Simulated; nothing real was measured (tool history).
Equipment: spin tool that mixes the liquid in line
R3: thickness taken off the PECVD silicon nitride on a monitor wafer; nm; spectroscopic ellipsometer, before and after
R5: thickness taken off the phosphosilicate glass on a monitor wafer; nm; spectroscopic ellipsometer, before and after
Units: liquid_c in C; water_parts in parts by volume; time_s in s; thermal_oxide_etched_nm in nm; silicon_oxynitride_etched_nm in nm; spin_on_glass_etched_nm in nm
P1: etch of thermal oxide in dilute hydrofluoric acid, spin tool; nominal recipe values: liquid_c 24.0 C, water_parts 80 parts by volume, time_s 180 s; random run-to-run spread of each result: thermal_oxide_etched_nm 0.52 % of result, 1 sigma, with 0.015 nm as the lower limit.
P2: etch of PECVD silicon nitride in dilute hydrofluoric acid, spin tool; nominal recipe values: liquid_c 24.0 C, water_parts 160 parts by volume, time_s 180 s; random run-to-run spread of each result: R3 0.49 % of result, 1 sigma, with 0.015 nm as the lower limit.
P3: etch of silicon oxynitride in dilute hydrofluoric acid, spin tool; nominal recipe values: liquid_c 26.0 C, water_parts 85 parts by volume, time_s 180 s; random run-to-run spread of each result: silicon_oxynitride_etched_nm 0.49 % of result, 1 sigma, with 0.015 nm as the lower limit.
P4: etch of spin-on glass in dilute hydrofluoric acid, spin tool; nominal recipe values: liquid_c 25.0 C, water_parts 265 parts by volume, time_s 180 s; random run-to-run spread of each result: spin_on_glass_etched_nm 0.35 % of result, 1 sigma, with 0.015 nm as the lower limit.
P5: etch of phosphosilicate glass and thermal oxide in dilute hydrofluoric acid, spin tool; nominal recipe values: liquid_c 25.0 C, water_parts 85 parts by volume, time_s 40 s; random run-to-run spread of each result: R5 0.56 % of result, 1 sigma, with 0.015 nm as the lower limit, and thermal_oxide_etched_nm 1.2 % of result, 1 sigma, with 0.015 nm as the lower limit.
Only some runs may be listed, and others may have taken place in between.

Run 1, hour 15.0: process P1, liquid_c 24.0 C, water_parts 80 parts by volume, time_s 180 s. Result: thermal_oxide_etched_nm 10.6850 nm.
Run 2, hour 28.6: process P1, liquid_c 20.5 C, water_parts 110 parts by volume, time_s 180 s. Result: thermal_oxide_etched_nm 6.6140 nm.
Run 3, hour 35.7: process P3, liquid_c 26.0 C, water_parts 50 parts by volume, time_s 180 s. Result: silicon_oxynitride_etched_nm 8.5563 nm.
Run 4, hour 49.9: process P3, liquid_c 26.0 C, water_parts 85 parts by volume, time_s 180 s. Result: silicon_oxynitride_etched_nm 4.8645 nm.
Run 5, hour 59.5: process P1, liquid_c 24.0 C, water_parts 80 parts by volume, time_s 180 s. Result: thermal_oxide_etched_nm 10.7890 nm.
Run 6, hour 73.6: process P2, liquid_c 24.0 C, water_parts 275 parts by volume, time_s 180 s. Result: R3 3.2426 nm.
Run 7, hour 86.4: process P1, liquid_c 24.0 C, water_parts 80 parts by volume, time_s 180 s. Result: thermal_oxide_etched_nm 10.7610 nm.
Run 8, hour 94.9: process P2, liquid_c 24.0 C, water_parts 160 parts by volume, time_s 315 s. Result: R3 9.6525 nm.
Run 9, hour 105.7: process P2, liquid_c 32.5 C, water_parts 160 parts by volume, time_s 180 s. Result: R3 9.3626 nm.
Run 10, hour 112.6: process P1, liquid_c 17.0 C, water_parts 80 parts by volume, time_s 180 s. Result: thermal_oxide_etched_nm 8.0971 nm.
Run 11, hour 120.7: process P4, liquid_c 25.0 C, water_parts 265 parts by volume, time_s 350 s. Result: spin_on_glass_etched_nm 43.537 nm.
Run 12, hour 129.8: process P4, liquid_c 25.0 C, water_parts 265 parts by volume, time_s 180 s. Result: spin_on_glass_etched_nm 22.467 nm.
Run 13, hour 136.3: process P1, liquid_c 24.0 C, water_parts 80 parts by volume, time_s 180 s. Result: thermal_oxide_etched_nm 10.7900 nm.
Run 14, hour 150.7: process P1, liquid_c 24.0 C, water_parts 40 parts by volume, time_s 180 s. Result: thermal_oxide_etched_nm 22.7630 nm.
At hour 162.8: hydrofluoric acid flow meter replaced.
Run 15, hour 164.2: process P4, liquid_c 25.0 C, water_parts 85 parts by volume, time_s 180 s. Result: spin_on_glass_etched_nm 85.432 nm.
Run 16, hour 175.9: process P3, liquid_c 33.0 C, water_parts 85 parts by volume, time_s 180 s. Result: silicon_oxynitride_etched_nm 6.7324 nm.
Run 17, hour 186.6: process P1, liquid_c 24.0 C, water_parts 80 parts by volume, time_s 55 s. Result: thermal_oxide_etched_nm 3.2790 nm.
Run 18, hour 199.6: process P2, liquid_c 24.0 C, water_parts 160 parts by volume, time_s 180 s. Result: R3 5.5570 nm.
Run 19, hour 214.6: process P1, liquid_c 24.0 C, water_parts 80 parts by volume, time_s 180 s. Result: thermal_oxide_etched_nm 10.7700 nm.
Run 20, hour 225.5: process P3, liquid_c 26.0 C, water_parts 85 parts by volume, time_s 180 s. Result: silicon_oxynitride_etched_nm 4.8980 nm.
Run 21, hour 239.7: process P1, liquid_c 24.0 C, water_parts 80 parts by volume, time_s 305 s. Result: thermal_oxide_etched_nm 18.2660 nm.
Run 22, hour 248.6: process P5, liquid_c 25.0 C, water_parts 85 parts by volume, time_s 20 s. Result: thermal_oxide_etched_nm 1.2055 nm, R5 19.742 nm.
Run 23, hour 259.4: process P4, liquid_c 31.0 C, water_parts 265 parts by volume, time_s 180 s. Result: spin_on_glass_etched_nm 27.619 nm.
Run 24, hour 270.5: process P3, liquid_c 26.0 C, water_parts 85 parts by volume, time_s 300 s. Result: silicon_oxynitride_etched_nm 8.1709 nm.
Run 25, hour 280.7: process P5, liquid_c 20.5 C, water_parts 85 parts by volume, time_s 40 s. Result: thermal_oxide_etched_nm 1.8838 nm, R5 32.731 nm.
Run 26, hour 288.5: process P1, liquid_c 30.0 C, water_parts 80 parts by volume, time_s 180 s. Result: thermal_oxide_etched_nm 13.4450 nm.
Run 27, hour 299.3: process P5, liquid_c 25.0 C, water_parts 45 parts by volume, time_s 40 s. Result: thermal_oxide_etched_nm 4.6091 nm, R5 78.805 nm.
Run 28, hour 313.0: process P1, liquid_c 24.0 C, water_parts 80 parts by volume, time_s 180 s. Result: thermal_oxide_etched_nm 10.7950 nm.
Run 29, hour 326.5: process P1, liquid_c 24.0 C, water_parts 110 parts by volume, time_s 180 s. Result: thermal_oxide_etched_nm 7.5449 nm.
Run 30, hour 340.9: process P5, liquid_c 25.0 C, water_parts 85 parts by volume, time_s 40 s. Result: thermal_oxide_etched_nm 2.3101 nm, R5 39.348 nm.
Run 31, hour 353.2: process P1, liquid_c 24.0 C, water_parts 80 parts by volume, time_s 180 s. Result: thermal_oxide_etched_nm 10.7660 nm.
Run 32, hour 361.7: process P1, liquid_c 24.0 C, water_parts 80 parts by volume, time_s 180 s. Result: thermal_oxide_etched_nm 10.7230 nm.
Run 33, hour 371.5: process P1, liquid_c 24.0 C, water_parts 80 parts by volume, time_s 180 s. Result: thermal_oxide_etched_nm 11.1400 nm.
Run 34, hour 384.6: process P1, liquid_c 24.0 C, water_parts 80 parts by volume, time_s 180 s. Result: thermal_oxide_etched_nm 11.2910 nm.
Run 35, hour 393.2: process P1, liquid_c 24.0 C, water_parts 80 parts by volume, time_s 180 s. Result: thermal_oxide_etched_nm 11.2680 nm.
Run 36, hour 404.7: process P1, liquid_c 24.0 C, water_parts 80 parts by volume, time_s 180 s. Result: thermal_oxide_etched_nm 11.5030 nm.
Run 37, hour 411.9: process P1, liquid_c 24.0 C, water_parts 80 parts by volume, time_s 180 s. Result: thermal_oxide_etched_nm 11.4210 nm.
Run 38, hour 420.3: process P1, liquid_c 24.0 C, water_parts 80 parts by volume, time_s 180 s. Result: thermal_oxide_etched_nm 11.5090 nm.
Run 39, hour 432.6: process P1, liquid_c 24.0 C, water_parts 80 parts by volume, time_s 180 s. Result: thermal_oxide_etched_nm 11.5450 nm.
Run 40, hour 446.8: process P1, liquid_c 24.0 C, water_parts 80 parts by volume, time_s 180 s. Result: thermal_oxide_etched_nm 11.5850 nm.
Run 41, hour 461.5: process P1, liquid_c 24.0 C, water_parts 80 parts by volume, time_s 180 s. Result: thermal_oxide_etched_nm 11.4920 nm.

What P1 gives has crept away from where it was. These 2 causes fit the log equally well, each at the size given:
A: liquid hotter than its thermometer reads (K) = 1.72
B: hydrofluoric acid flow above the setpoint (%) = 6.43
The drift started at roughly hour 361.7.

Question marks stand in for the results of the 4 check runs listed below, each run on one wafer. Under which run would the listed causes show clearly different results?
Run check 1, hour 476.2: process P3, liquid_c 30.5 C, water_parts 85 parts by volume, time_s 180 s. Result: silicon_oxynitride_etched_nm ?.
Run check 2, hour 476.2: process P2, liquid_c 30.0 C, water_parts 160 parts by volume, time_s 290 s. Result: R3 ?.
Run check 3, hour 476.2: process P4, liquid_c 25.0 C, water_parts 105 parts by volume, time_s 250 s. Result: spin_on_glass_etched_nm ?.
Run check 4, hour 476.2: process P5, liquid_c 25.0 C, water_parts 85 parts by volume, time_s 25 s. Result: thermal_oxide_etched_nm ?, R5 ?.

What every check run would give for each of its results, assuming each possible cause in turn:
  check                        result     if A     if B
check 1  silicon_oxynitride_etched_nm   6.4917   6.4318
check 2                            R3  14.3700  13.7970
check 3       spin_on_glass_etched_nm  100.850  101.210
check 4       thermal_oxide_etched_nm   1.5399   1.5418
check 4                            R5   26.403   26.436
Separation of the two closest causes in each check, using whichever result separates them best: check 1 0.93 %; check 2 4.07 %; check 3 0.35 %; check 4 0.12 %
The causes can be told apart only by check 2. The other checks would give nearly the same results under each of them.

Here is what check 2 returned: R3 13.8950 nm. Which cause is it?

The correct cause is B, namely: hydrofluoric acid flow above the setpoint (%).
